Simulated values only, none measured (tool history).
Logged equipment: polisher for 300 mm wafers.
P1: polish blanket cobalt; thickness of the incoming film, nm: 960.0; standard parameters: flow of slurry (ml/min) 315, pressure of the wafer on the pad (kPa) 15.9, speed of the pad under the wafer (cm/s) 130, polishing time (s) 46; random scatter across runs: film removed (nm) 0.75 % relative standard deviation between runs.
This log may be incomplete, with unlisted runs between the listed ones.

run	hour	flow of slurry (ml/min)	pressure of the wafer on the pad (kPa)	speed of the pad under the wafer (cm/s)	polishing time (s)	film removed (nm)
1	17.4	315	15.9	130	46	370.48
2	28.5	315	15.9	206	46	584.70
3	38.5	315	15.9	130	46	371.24
4	47.8	315	15.9	130	46	368.18
5	66.7	390	15.9	178	46	517.94
# hour 67.9: head pressure recalibrated
6	76.9	315	24.8	130	46	583.16
7	95.9	315	6.9	130	46	161.39
8	114.7	315	15.9	130	21	169.29
9	123.9	315	15.9	130	46	371.83
10	132.5	315	15.9	62	46	175.56
11	144.6	190	15.9	130	46	352.03
12	161.6	315	15.9	130	71	576.20
13	170.5	460	15.9	130	46	380.49
14	187.2	315	15.9	130	46	373.28
15	196.0	315	15.9	130	46	371.18
16	209.2	315	15.9	130	46	364.51
17	227.2	315	15.9	130	46	356.73

For run 18, what comes out?
18	235.5	315	15.9	130	46	?

{"run 18": {"film removed (nm)": 352.68}}

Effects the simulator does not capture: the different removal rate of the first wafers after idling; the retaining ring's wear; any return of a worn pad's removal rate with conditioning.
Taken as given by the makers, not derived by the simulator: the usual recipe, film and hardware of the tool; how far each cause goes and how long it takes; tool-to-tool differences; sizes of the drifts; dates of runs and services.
